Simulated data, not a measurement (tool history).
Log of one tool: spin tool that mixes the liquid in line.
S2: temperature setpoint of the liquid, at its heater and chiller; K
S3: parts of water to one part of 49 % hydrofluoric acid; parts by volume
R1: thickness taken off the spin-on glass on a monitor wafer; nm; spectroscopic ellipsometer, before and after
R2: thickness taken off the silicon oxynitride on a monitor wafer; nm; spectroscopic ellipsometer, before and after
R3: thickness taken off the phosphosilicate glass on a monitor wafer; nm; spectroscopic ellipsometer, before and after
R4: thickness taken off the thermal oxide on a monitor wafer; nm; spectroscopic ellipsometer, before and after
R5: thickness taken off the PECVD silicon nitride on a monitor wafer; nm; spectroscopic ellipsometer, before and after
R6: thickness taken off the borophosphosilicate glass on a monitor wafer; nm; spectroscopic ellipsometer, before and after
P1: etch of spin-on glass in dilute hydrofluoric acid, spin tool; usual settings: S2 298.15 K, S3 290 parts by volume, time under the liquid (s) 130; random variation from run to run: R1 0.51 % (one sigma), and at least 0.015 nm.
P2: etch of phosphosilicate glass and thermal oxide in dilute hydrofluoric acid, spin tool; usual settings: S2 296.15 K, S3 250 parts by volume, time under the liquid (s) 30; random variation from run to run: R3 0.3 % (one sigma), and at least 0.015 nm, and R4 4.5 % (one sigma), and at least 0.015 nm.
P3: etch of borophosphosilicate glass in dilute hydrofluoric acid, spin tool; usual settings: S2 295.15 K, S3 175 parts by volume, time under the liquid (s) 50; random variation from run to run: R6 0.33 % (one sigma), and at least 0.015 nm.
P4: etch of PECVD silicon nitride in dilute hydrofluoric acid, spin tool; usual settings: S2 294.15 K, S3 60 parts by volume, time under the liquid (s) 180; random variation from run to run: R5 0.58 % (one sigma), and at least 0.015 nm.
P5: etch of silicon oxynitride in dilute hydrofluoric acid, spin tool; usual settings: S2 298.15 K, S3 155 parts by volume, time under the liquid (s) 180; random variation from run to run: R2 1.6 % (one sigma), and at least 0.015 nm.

{"run": 1, "hour": 15.2, "process that ran": "P1", "S2": 298.15, "S3": 290, "time under the liquid (s)": 130, "R1": 14.301}
{"run": 2, "hour": 23.1, "process that ran": "P5", "S2": 298.15, "S3": 155, "time under the liquid (s)": 180, "R2": 1.6883}
{"run": 3, "hour": 33.7, "process that ran": "P2", "S2": 296.15, "S3": 115, "time under the liquid (s)": 30, "R3": 25.7, "R4": 1.1867}
{"run": 4, "hour": 47.6, "process that ran": "P4", "S2": 294.15, "S3": 60, "time under the liquid (s)": 180, "R5": 11.007}
{"run": 5, "hour": 62.6, "process that ran": "P1", "S2": 298.15, "S3": 290, "time under the liquid (s)": 130, "R1": 14.206}
{"run": 6, "hour": 74.9, "process that ran": "P3", "S2": 302.15, "S3": 175, "time under the liquid (s)": 50, "R6": 20.104}
{"run": 7, "hour": 85.5, "process that ran": "P1", "S2": 298.15, "S3": 290, "time under the liquid (s)": 130, "R1": 14.224}
{"run": 8, "hour": 101.1, "process that ran": "P1", "S2": 298.15, "S3": 415, "time under the liquid (s)": 40, "R1": 2.7439}
{"run": 9, "hour": 109.7, "process that ran": "P1", "S2": 298.15, "S3": 400, "time under the liquid (s)": 130, "R1": 9.3931}
{"run": 10, "hour": 119.6, "process that ran": "P1", "S2": 298.15, "S3": 290, "time under the liquid (s)": 130, "R1": 14.233}
{"run": 11, "hour": 127.1, "process that ran": "P4", "S2": 294.15, "S3": 60, "time under the liquid (s)": 355, "R5": 21.724}
{"run": 12, "hour": 143.0, "process that ran": "P4", "S2": 290.15, "S3": 60, "time under the liquid (s)": 180, "R5": 8.3705}
{"run": 13, "hour": 152.4, "process that ran": "P3", "S2": 295.15, "S3": 175, "time under the liquid (s)": 75, "R6": 23.155}
{"run": 14, "hour": 161.0, "process that ran": "P1", "S2": 298.15, "S3": 95, "time under the liquid (s)": 130, "R1": 54.341}
{"run": 15, "hour": 172.4, "process that ran": "P5", "S2": 298.15, "S3": 155, "time under the liquid (s)": 180, "R2": 1.7211}
{"run": 16, "hour": 180.8, "process that ran": "P1", "S2": 304.15, "S3": 290, "time under the liquid (s)": 130, "R1": 17.454}
{"run": 17, "hour": 189.3, "process that ran": "P2", "S2": 296.15, "S3": 250, "time under the liquid (s)": 60, "R3": 20.405, "R4": 0.85855}
{"run": 18, "hour": 203.5, "process that ran": "P1", "S2": 298.15, "S3": 290, "time under the liquid (s)": 130, "R1": 14.321}
{"run": 19, "hour": 212.8, "process that ran": "P3", "S2": 295.15, "S3": 100, "time under the liquid (s)": 50, "R6": 29.561}
{"run": 20, "hour": 225.2, "process that ran": "P3", "S2": 295.15, "S3": 175, "time under the liquid (s)": 50, "R6": 15.456}
{"run": 21, "hour": 233.4, "process that ran": "P5", "S2": 298.15, "S3": 280, "time under the liquid (s)": 180, "R2": 0.80449}
{"run": 22, "hour": 247.0, "process that ran": "P1", "S2": 293.65, "S3": 290, "time under the liquid (s)": 130, "R1": 12.201}
{"run": 23, "hour": 256.9, "process that ran": "P1", "S2": 298.15, "S3": 290, "time under the liquid (s)": 130, "R1": 14.404}
{"run": 24, "hour": 266.6, "process that ran": "P5", "S2": 298.15, "S3": 155, "time under the liquid (s)": 100, "R2": 0.92878}
{"run": 25, "hour": 278.2, "process that ran": "P1", "S2": 298.15, "S3": 290, "time under the liquid (s)": 245, "R1": 26.97}
{"run": 26, "hour": 289.4, "process that ran": "P2", "S2": 296.15, "S3": 250, "time under the liquid (s)": 30, "R3": 10.259, "R4": 0.43621}
{"run": 27, "hour": 296.8, "process that ran": "P4", "S2": 294.15, "S3": 30, "time under the liquid (s)": 180, "R5": 21.527}
{"run": 28, "hour": 305.8, "process that ran": "P1", "S2": 290.15, "S3": 85, "time under the liquid (s)": 130, "R1": 44.175}
{"run": 29, "hour": 313.4, "process that ran": "P1", "S2": 298.15, "S3": 290, "time under the liquid (s)": 60, "R1": 6.5691}
{"run": 30, "hour": 328.2, "process that ran": "P5", "S2": 291.65, "S3": 155, "time under the liquid (s)": 180, "R2": 1.1982}
{"run": 31, "hour": 343.3, "process that ran": "P4", "S2": 294.15, "S3": 60, "time under the liquid (s)": 180, "R5": 10.973}
{"run": 32, "hour": 359.8, "process that ran": "P2", "S2": 290.15, "S3": 250, "time under the liquid (s)": 30, "R3": 8.1197, "R4": 0.35018}
{"run": 33, "hour": 373.2, "process that ran": "P1", "S2": 298.15, "S3": 290, "time under the liquid (s)": 130, "R1": 14.285}
{"run": 34, "hour": 386.0, "process that ran": "P1", "S2": 298.15, "S3": 290, "time under the liquid (s)": 130, "R1": 14.761}
{"run": 35, "hour": 398.1, "process that ran": "P1", "S2": 298.15, "S3": 290, "time under the liquid (s)": 130, "R1": 14.939}
{"run": 36, "hour": 413.3, "process that ran": "P1", "S2": 298.15, "S3": 290, "time under the liquid (s)": 130, "R1": 15.037}
{"run": 37, "hour": 421.9, "process that ran": "P1", "S2": 298.15, "S3": 290, "time under the liquid (s)": 130, "R1": 15.178}
{"run": 38, "hour": 434.8, "process that ran": "P1", "S2": 298.15, "S3": 290, "time under the liquid (s)": 130, "R1": 15.354}
{"run": 39, "hour": 450.7, "process that ran": "P1", "S2": 298.15, "S3": 290, "time under the liquid (s)": 130, "R1": 15.268}
{"run": 40, "hour": 463.7, "process that ran": "P1", "S2": 298.15, "S3": 290, "time under the liquid (s)": 130, "R1": 15.383}
{"run": 41, "hour": 480.2, "process that ran": "P1", "S2": 298.15, "S3": 290, "time under the liquid (s)": 130, "R1": 15.381}
{"run": 42, "hour": 494.0, "process that ran": "P1", "S2": 298.15, "S3": 290, "time under the liquid (s)": 130, "R1": 15.499}

What P1 gives has crept away from where it was. These 2 causes fit the log equally well, each at the size given:
A: liquid hotter than its thermometer reads (K) = 2.14
B: hydrofluoric acid flow above the setpoint (%) = 5.83
The creep began at about hour 373.2.

4 check runs are offered, one wafer each, their results left as question marks. Which one tells the causes apart?
{"run": "check 1", "hour": 507.8, "process that ran": "P5", "S2": 298.15, "S3": 255, "time under the liquid (s)": 180, "R2": "?"}
{"run": "check 2", "hour": 507.8, "process that ran": "P3", "S2": 301.15, "S3": 175, "time under the liquid (s)": 50, "R6": "?"}
{"run": "check 3", "hour": 507.8, "process that ran": "P4", "S2": 290.15, "S3": 60, "time under the liquid (s)": 300, "R5": "?"}
{"run": "check 4", "hour": 507.8, "process that ran": "P2", "S2": 296.15, "S3": 250, "time under the liquid (s)": 55, "R3": "?", "R4": "?"}

What each check would give under each cause:
check=check_1 result=R2 if_A=1.036 if_B=1.0119
check=check_2 result=R6 if_A=20.929 if_B=20.767
check=check_3 result=R5 if_A=16.07 if_B=14.61
check=check_4 result=R3 if_A=20.268 if_B=20.146
check=check_4 result=R4 if_A=0.89044 if_B=0.88506
How far apart the two closest causes lie, in the result that separates them most: check 1 2.36 %; check 2 0.78 %; check 3 9.52 %; check 4 0.61 %
Only check 3 tells the causes apart: in the others they would give nearly the same result.

Then check 3 was run and gave: R5 14.631 nm. Which cause is it?

It is B: hydrofluoric acid flow above the setpoint (%).

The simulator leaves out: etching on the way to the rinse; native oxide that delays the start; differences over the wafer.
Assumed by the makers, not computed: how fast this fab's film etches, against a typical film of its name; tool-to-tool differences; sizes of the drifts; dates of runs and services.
